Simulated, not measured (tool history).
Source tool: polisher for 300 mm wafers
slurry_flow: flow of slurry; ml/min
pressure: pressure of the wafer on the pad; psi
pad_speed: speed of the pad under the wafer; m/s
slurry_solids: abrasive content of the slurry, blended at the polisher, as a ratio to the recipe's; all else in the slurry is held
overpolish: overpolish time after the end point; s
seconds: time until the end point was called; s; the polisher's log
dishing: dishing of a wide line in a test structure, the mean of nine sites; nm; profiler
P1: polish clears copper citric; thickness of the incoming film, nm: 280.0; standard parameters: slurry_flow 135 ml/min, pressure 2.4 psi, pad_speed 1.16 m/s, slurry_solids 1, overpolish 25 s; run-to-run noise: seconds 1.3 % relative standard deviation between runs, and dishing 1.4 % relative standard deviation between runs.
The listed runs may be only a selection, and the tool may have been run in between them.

| run | hour | slurry_flow | pressure | pad_speed | slurry_solids | overpolish | wafers polished on this pad | hours since the slurry nozzle was cleaned | hours since the head pressure was calibrated | hours since the slurry blender was calibrated | seconds | dishing |
|---|---|---|---|---|---|---|---|---|---|---|---|---|
| 1 | 6.7 | 135 | 2.4 | 1.16 | 1 | 25 | 456 | 84.8 | 152.8 | 145.4 | 163.88 | 25.861 |
| 2 | 12.9 | 135 | 2.4 | 1.16 | 1 | 8 | 491 | 91 | 159 | 151.6 | 165.83 | 9.8562 |
| 3 | 22.1 | 135 | 1.2 | 1.16 | 1 | 25 | 544 | 100.2 | 168.2 | 160.8 | 317.54 | 14.777 |
| 4 | 31.4 | 135 | 2.4 | 0.52 | 1 | 25 | 597 | 109.5 | 177.5 | 170.1 | 353.34 | 13.82 |
| 5 | 42.5 | 135 | 2.4 | 1.16 | 1 | 25 | 660 | 120.6 | 188.6 | 181.2 | 165.83 | 25.801 |
| 6 | 50.5 | 135 | 2.4 | 1.16 | 0.5 | 25 | 706 | 128.6 | 196.6 | 189.2 | 191.84 | 23.041 |
| 7 | 61.8 | 200 | 2.4 | 1.16 | 1 | 25 | 770 | 139.9 | 207.9 | 200.5 | 153.42 | 27.207 |
| 8 | 70.5 | 80 | 2.4 | 1.16 | 0.7 | 25 | 820 | 148.6 | 216.6 | 209.2 | 199.25 | 22.457 |
| 9 | 82.5 | 135 | 2.4 | 1.16 | 1.45 | 25 | 889 | 160.6 | 228.6 | 221.2 | 149.88 | 27.589 |
| 10 | 92 | 135 | 2.4 | 1.16 | 1 | 43 | 943 | 170.1 | 238.1 | 230.7 | 165.77 | 37.392 |
| 11 | 101 | 135 | 3.5 | 1.16 | 1 | 25 | 994 | 179.1 | 247.1 | 239.7 | 116.05 | 34.657 |
| 12 | 110.5 | 135 | 2.4 | 1.16 | 1 | 25 | 1049 | 188.6 | 256.6 | 249.2 | 163.6 | 25.692 |
| 13 | 122.4 | 135 | 2.4 | 1.8 | 1 | 25 | 1117 | 200.5 | 268.5 | 261.1 | 104.91 | 34.758 |
| 14 | 134.6 | 135 | 1.5 | 1.16 | 0.75 | 25 | 1186 | 212.7 | 280.7 | 273.3 | 267.64 | 17.157 |
| 15 | 143.6 | 80 | 2.4 | 1.16 | 1 | 25 | 1238 | 221.7 | 289.7 | 282.3 | 181.56 | 23.628 |
|  | 145.5 | head pressure recalibrated |
| 16 | 156.2 | 135 | 2.4 | 1.16 | 1 | 25 | 1310 | 234.3 | 10.7 | 294.9 | 162.54 | 26.3 |
| 17 | 164.5 | 135 | 2.4 | 1.16 | 1 | 25 | 1357 | 242.6 | 19 | 303.2 | 161.67 | 26.371 |
| 18 | 176.8 | 135 | 2.4 | 1.16 | 1 | 25 | 1428 | 254.9 | 31.3 | 315.5 | 164.78 | 25.946 |
| 19 | 184.5 | 135 | 2.4 | 1.16 | 1 | 25 | 1471 | 262.6 | 39 | 323.2 | 167.73 | 25.528 |
| 20 | 194.4 | 135 | 2.4 | 1.16 | 1 | 25 | 1528 | 272.5 | 48.9 | 333.1 | 171.21 | 25.278 |
| 21 | 204.2 | 135 | 2.4 | 1.16 | 1 | 25 | 1584 | 282.3 | 58.7 | 342.9 | 170.94 | 25.202 |
|  | 208.5 | head pressure recalibrated |
| 22 | 214.3 | 135 | 2.4 | 1.16 | 1 | 25 | 1642 | 292.4 | 5.9 | 353 | 174.59 | 24.849 |
| 23 | 220.7 | 135 | 2.4 | 1.16 | 1 | 25 | 1678 | 298.8 | 12.3 | 359.4 | 177.45 | 24.61 |
| 24 | 226.6 | 135 | 2.4 | 1.16 | 1 | 25 | 1712 | 304.7 | 18.2 | 365.3 | 173.78 | 24.617 |
|  | 236.3 | worn pad replaced by a new one |
| 25 | 236.6 | 135 | 2.4 | 1.16 | 1 | 25 | 1 | 314.7 | 28.2 | 375.3 | 174.23 | 24.715 |
| 26 | 249.5 | 135 | 2.4 | 1.16 | 1 | 25 | 75 | 327.6 | 41.1 | 388.2 | 177.73 | 24.051 |
| 27 | 258.3 | 135 | 2.4 | 1.16 | 1 | 25 | 125 | 336.4 | 49.9 | 397 | 175.99 | 24.981 |

Something has made what P1 gives creep away from where it was; the 2 causes below, each at its own stated size, fit the log equally well:
A: slurry flow missing at the pad, % = 27.4
B: abrasive missing from the slurry, % = 28.7
The drift started at roughly hour 176.8.
Ruled out, with reasons:
removal rate lost through wear of the pad, %: serviced at hour 236.3, which brought nothing back
head's pressure below its setpoint, %: serviced at hour 208.5, which brought nothing back

Below are 4 check runs, each averaged over 5 wafers, with their results shown as question marks. Which of them would give clearly different results depending on which cause is behind the drift?
| check 1 | 267.1 | 80 | 2.4 | 1.6 | 1 | 25 |  |  |  |  | ? | ? |
| check 2 | 267.1 | 135 | 2.4 | 1.16 | 1.4 | 40 |  |  |  |  | ? | ? |
| check 3 | 267.1 | 135 | 1.4 | 1.68 | 1 | 25 |  |  |  |  | ? | ? |
| check 4 | 267.1 | 135 | 3.1 | 1.72 | 1 | 25 |  |  |  |  | ? | ? |

What each check would give under each cause:
| check | result | if A | if B |
|---|---|---|---|
| check 1 | seconds | 152 | 146.03 |
| check 1 | dishing | 27.432 | 28.217 |
| check 2 | seconds | 163.58 | 164.09 |
| check 2 | dishing | 35.631 | 35.565 |
| check 3 | seconds | 207.41 | 207.46 |
| check 3 | dishing | 21.168 | 21.165 |
| check 4 | seconds | 93.077 | 93.099 |
| check 4 | dishing | 38.23 | 38.224 |
Minimum pairwise separation of causes per check, each pair taken at its best-separating result: check 1 4.01 %; check 2 0.31 %; check 3 0.02 %; check 4 0.02 %
The other checks would show nearly matching results whichever cause is true, so check 1 is the only one that separates the causes.

Check 1 was then run and gave: seconds 147.01 s; dishing 28.403 nm. Which cause is it?

Of the candidate causes, it is B: abrasive missing from the slurry, %.

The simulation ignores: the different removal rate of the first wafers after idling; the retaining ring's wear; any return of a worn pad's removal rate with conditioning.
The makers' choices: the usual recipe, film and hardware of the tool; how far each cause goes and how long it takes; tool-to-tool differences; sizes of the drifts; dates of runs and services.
